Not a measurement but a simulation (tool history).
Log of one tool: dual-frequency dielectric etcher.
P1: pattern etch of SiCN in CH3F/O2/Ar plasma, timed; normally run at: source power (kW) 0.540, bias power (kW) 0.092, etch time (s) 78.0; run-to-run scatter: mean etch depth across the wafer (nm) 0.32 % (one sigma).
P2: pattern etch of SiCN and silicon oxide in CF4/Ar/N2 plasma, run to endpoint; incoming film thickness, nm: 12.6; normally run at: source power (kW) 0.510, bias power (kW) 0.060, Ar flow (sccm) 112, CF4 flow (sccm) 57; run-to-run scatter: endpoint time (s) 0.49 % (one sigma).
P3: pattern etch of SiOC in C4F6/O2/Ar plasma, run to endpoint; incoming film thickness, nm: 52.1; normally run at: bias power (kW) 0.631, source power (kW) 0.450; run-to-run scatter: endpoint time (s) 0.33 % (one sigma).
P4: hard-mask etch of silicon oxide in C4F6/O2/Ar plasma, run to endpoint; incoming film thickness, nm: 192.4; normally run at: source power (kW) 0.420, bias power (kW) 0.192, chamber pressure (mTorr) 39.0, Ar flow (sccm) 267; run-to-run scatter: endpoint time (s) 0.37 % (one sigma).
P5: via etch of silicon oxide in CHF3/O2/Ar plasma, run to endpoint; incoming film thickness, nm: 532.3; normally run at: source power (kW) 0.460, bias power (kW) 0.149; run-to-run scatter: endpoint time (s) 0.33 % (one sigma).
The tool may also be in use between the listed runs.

run	hour	process that ran	source power (kW)	bias power (kW)	etch time (s)	Ar flow (sccm)	CF4 flow (sccm)	chamber pressure (mTorr)	mean etch depth across the wafer (nm)	endpoint time (s)
1	7.0	P1	0.540	0.092	78.0				35.956	
2	12.4	P1	0.540	0.092	78.0				35.958	
3	20.0	P1	0.540	0.092	102.5				47.109	
4	26.2	P2	0.510	0.060		112	33			15.695
5	33.0	P1	0.540	0.092	78.0				35.712	
6	42.1	P3	0.620	0.631						13.746
7	51.9	P4	0.420	0.192		333		39.0		59.610
8	60.9	P4	0.510	0.192		267		39.0		54.092
9	69.0	P2	0.510	0.060		112	57			14.256
10	80.1	P1	0.650	0.092	78.0				38.599	
11	85.0	P1	0.660	0.111	78.0				41.296	
12	93.0	P3	0.450	0.759						14.405
13	100.9	P3	0.450	0.631						15.525
14	108.1	P1	0.360	0.092	78.0				30.841	
15	119.5	P1	0.540	0.112	78.0				38.247	
16	127.4	P5	0.460	0.209						283.790
# hour 130.1: wet clean of the chamber
17	137.5	P4	0.420	0.192		267		39.0		58.869
18	148.8	P5	0.460	0.149						316.960
19	159.8	P2	0.510	0.060		157	57			15.034
20	168.1	P2	0.510	0.060		112	57			14.244
21	179.0	P5	0.460	0.149						318.020
22	188.7	P4	0.420	0.192		267		31.5		57.070
23	198.7	P5	0.320	0.149						364.930

Forecast run 24:
24	203.6	P1	0.540	0.092	78.0				?	

{"run 24": {"mean etch depth across the wafer (nm)": 35.496}}
